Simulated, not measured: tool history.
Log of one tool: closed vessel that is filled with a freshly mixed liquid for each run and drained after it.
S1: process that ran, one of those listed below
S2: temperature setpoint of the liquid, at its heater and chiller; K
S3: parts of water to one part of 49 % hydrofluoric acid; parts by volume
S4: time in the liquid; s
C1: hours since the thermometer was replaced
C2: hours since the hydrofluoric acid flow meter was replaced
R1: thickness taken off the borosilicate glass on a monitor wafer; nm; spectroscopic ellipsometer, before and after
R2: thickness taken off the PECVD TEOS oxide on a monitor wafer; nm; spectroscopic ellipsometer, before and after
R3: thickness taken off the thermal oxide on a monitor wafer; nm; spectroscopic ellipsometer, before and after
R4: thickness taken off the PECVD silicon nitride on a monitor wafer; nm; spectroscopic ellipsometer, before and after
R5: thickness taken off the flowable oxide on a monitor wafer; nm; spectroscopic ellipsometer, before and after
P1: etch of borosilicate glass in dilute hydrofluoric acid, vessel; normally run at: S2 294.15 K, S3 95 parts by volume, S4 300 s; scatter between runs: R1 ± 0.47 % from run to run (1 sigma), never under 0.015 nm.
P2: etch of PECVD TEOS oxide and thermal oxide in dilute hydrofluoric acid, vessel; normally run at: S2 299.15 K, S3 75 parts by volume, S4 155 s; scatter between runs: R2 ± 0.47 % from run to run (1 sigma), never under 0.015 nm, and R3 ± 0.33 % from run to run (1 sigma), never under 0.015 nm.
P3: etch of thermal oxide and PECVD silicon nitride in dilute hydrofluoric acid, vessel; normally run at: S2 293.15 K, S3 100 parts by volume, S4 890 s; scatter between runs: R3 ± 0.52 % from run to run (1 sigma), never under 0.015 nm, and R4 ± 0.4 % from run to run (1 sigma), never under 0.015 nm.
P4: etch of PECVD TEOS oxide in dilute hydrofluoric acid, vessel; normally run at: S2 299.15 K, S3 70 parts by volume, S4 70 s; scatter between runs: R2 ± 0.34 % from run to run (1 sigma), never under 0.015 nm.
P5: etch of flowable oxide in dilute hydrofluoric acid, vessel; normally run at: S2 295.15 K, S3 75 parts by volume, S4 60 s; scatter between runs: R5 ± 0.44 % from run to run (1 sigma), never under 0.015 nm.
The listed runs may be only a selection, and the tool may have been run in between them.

run,hour,S1,S2,S3,S4,C1,C2,R1,R2,R3,R4,R5
1,4.0,P1,294.15,95,300,722.8,1096.5,51.672,,,,
2,6.8,P2,293.15,75,155,725.6,1099.3,,15.3000,9.1825,,
3,9.4,P3,293.15,180,890,728.2,1101.9,,,18.2730,20.116,
4,12.5,P2,299.15,25,155,731.3,1105.0,,63.2120,37.5510,,
5,15.5,P1,294.15,95,300,734.3,1108.0,52.077,,,,
6,17.6,P1,290.15,135,300,736.4,1110.1,29.895,,,,
7,21.4,P1,294.15,165,300,740.2,1113.9,27.784,,,,
8,23.7,P3,299.65,100,890,742.5,1116.2,,,46.1830,54.892,
9,26.1,P1,297.65,160,300,744.9,1118.6,32.857,,,,
10,28.8,P5,295.15,35,60,747.6,1121.3,,,,,48.217
11,33.1,P4,304.65,70,70,751.9,1125.6,,41.5440,,,
12,36.9,P4,299.15,70,30,755.7,1129.4,,14.3100,,,
13,39.1,P1,294.15,95,300,757.9,1131.6,51.858,,,,
14,41.3,P1,300.15,95,300,760.1,1133.8,65.723,,,,
15,44.2,P2,299.15,75,30,763.0,1136.7,,3.7988,2.2369,,
16,48.1,P1,294.15,95,165,766.9,1140.6,28.506,,,,
17,51.3,P4,299.15,70,70,770.1,1143.8,,33.2940,,,
18,54.4,P5,295.15,75,60,773.2,1146.9,,,,,21.283
19,58.2,P5,295.15,75,90,777.0,1150.7,,,,,32.335
20,60.5,P4,299.15,115,70,779.3,1153.0,,19.1790,,,
21,64.3,P3,293.15,100,890,783.1,1156.8,,,35.9260,35.638,
# hour 65.1: hydrofluoric acid flow meter replaced
22,66.9,P1,294.15,95,300,785.7,1.9,51.725,,,,
# hour 68.0: thermometer replaced
23,70.3,P3,293.15,100,1395,2.3,5.3,,,55.9800,56.025,
24,73.1,P1,290.15,95,300,5.1,8.1,43.735,,,,
25,75.6,P1,294.15,20,300,7.6,10.6,272.640,,,,
26,78.8,P4,299.15,70,70,10.8,13.8,,33.3480,,,
27,81.2,P5,295.15,75,60,13.2,16.2,,,,,21.410
28,85.2,P5,300.65,75,60,17.2,20.2,,,,,26.568
29,87.9,P1,294.15,95,300,19.9,22.9,51.871,,,,
30,90.3,P2,299.15,75,155,22.3,25.3,,19.5680,11.6560,,
31,93.1,P1,294.15,95,565,25.1,28.1,98.231,,,,
32,96.8,P1,294.15,95,300,28.8,31.8,52.346,,,,
33,99.8,P1,294.15,95,300,31.8,34.8,53.269,,,,
34,102.5,P1,294.15,95,300,34.5,37.5,54.615,,,,
35,106.3,P1,294.15,95,300,38.3,41.3,55.304,,,,
36,109.1,P1,294.15,95,300,41.1,44.1,55.559,,,,
37,113.0,P1,294.15,95,300,45.0,48.0,56.303,,,,
38,116.8,P1,294.15,95,300,48.8,51.8,56.960,,,,
39,119.8,P1,294.15,95,300,51.8,54.8,56.994,,,,
40,123.5,P1,294.15,95,300,55.5,58.5,56.757,,,,
41,126.8,P1,294.15,95,300,58.8,61.8,57.342,,,,
42,128.9,P1,294.15,95,300,60.9,63.9,56.911,,,,
43,132.3,P1,294.15,95,300,64.3,67.3,57.137,,,,

Something has made what P1 gives creep away from where it was; the 2 causes below, each at its own stated size, fit the log equally well:
A: liquid hotter than its thermometer reads (K) = 2.41
B: hydrofluoric acid flow above the setpoint (%) = 9.18
Onset of the creep was near hour 96.8.

The check runs listed below each take one wafer, and their results are still question marks. Under which run would the listed causes lead to clearly different results?
check 1,135.7,P3,293.15,100,890,,,,,?,?,
check 2,135.7,P5,295.15,75,60,,,,,,,?
check 3,135.7,P2,299.15,75,155,,,,?,?,,
check 4,135.7,P4,299.15,70,70,,,,?,,,

How each check would come out, cause by cause:
check,result,if A,if B
check 1,R3,39.4160,39.3910
check 1,R4,42.005,38.902
check 2,R5,23.625,23.570
check 3,R2,21.6010,21.6380
check 3,R3,12.8610,12.8840
check 4,R2,36.7810,36.8120
Per-check spread between the two closest causes, in the result where they differ most: check 1 7.67 %; check 2 0.23 %; check 3 0.17 %; check 4 0.08 %
Check 1 distinguishes between the causes, while the remaining checks would return nearly the same result for all of them.

Check 1 has now been run. It gave: R3 39.3780 nm; R4 42.085 nm. Which of the candidate causes is it?

The correct cause is A, namely: liquid hotter than its thermometer reads (K).
